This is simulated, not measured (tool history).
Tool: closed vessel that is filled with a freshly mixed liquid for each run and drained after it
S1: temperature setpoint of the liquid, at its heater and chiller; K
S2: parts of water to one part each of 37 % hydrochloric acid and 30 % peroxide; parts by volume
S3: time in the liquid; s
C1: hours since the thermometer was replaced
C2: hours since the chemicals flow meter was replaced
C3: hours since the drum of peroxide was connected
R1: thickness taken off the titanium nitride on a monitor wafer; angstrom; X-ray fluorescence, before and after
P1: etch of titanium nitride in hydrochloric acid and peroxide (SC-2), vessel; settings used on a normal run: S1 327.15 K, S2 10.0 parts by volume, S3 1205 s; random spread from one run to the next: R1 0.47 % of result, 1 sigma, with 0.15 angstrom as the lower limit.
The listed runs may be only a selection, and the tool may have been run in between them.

| run | hour | S1 | S2 | S3 | C1 | C2 | C3 | R1 |
|---|---|---|---|---|---|---|---|---|
| 1 | 5.9 | 327.15 | 10.0 | 1205 | 524.7 | 219.5 | 241.1 | 463.930 |
| 2 | 14.8 | 327.15 | 10.0 | 30 | 533.6 | 228.4 | 250.0 | 11.635 |
| 3 | 20.7 | 327.15 | 10.0 | 1205 | 539.5 | 234.3 | 255.9 | 465.650 |
| 4 | 30.4 | 327.15 | 4.0 | 310 | 549.2 | 244.0 | 265.6 | 239.530 |
| 5 | 35.8 | 327.15 | 10.0 | 1205 | 554.6 | 249.4 | 271.0 | 462.250 |
| 6 | 43.1 | 327.15 | 10.0 | 1205 | 561.9 | 256.7 | 278.3 | 465.040 |
| 7 | 49.2 | 313.65 | 10.0 | 515 | 568.0 | 262.8 | 284.4 | 80.052 |
| 8 | 57.1 | 338.65 | 10.0 | 1205 | 575.9 | 270.7 | 292.3 | 956.270 |
| 9 | 65.1 | 327.15 | 10.0 | 2040 | 583.9 | 278.7 | 300.3 | 786.920 |
| 10 | 72.2 | 327.15 | 17.5 | 1205 | 591.0 | 285.8 | 307.4 | 286.370 |
| 11 | 77.1 | 342.65 | 16.5 | 1205 | 595.9 | 290.7 | 312.3 | 797.020 |
| 12 | 84.8 | 327.15 | 4.0 | 1205 | 603.6 | 298.4 | 320.0 | 929.120 |
|  | 89.3 | chemicals flow meter replaced |
| 13 | 94.2 | 327.15 | 10.0 | 1205 | 613.0 | 4.9 | 329.4 | 464.770 |
| 14 | 100.1 | 310.15 | 10.0 | 1205 | 618.9 | 10.8 | 335.3 | 145.480 |
| 15 | 107.3 | 327.15 | 10.0 | 1205 | 626.1 | 18.0 | 342.5 | 466.730 |
| 16 | 113.8 | 327.15 | 10.0 | 1205 | 632.6 | 24.5 | 349.0 | 452.080 |

Expected results for the next run?
| 17 | 118.8 | 327.15 | 10.0 | 1205 | 637.6 | 29.5 | 354.0 | ? |

Logged for run 17: R1 443.440 angstrom.

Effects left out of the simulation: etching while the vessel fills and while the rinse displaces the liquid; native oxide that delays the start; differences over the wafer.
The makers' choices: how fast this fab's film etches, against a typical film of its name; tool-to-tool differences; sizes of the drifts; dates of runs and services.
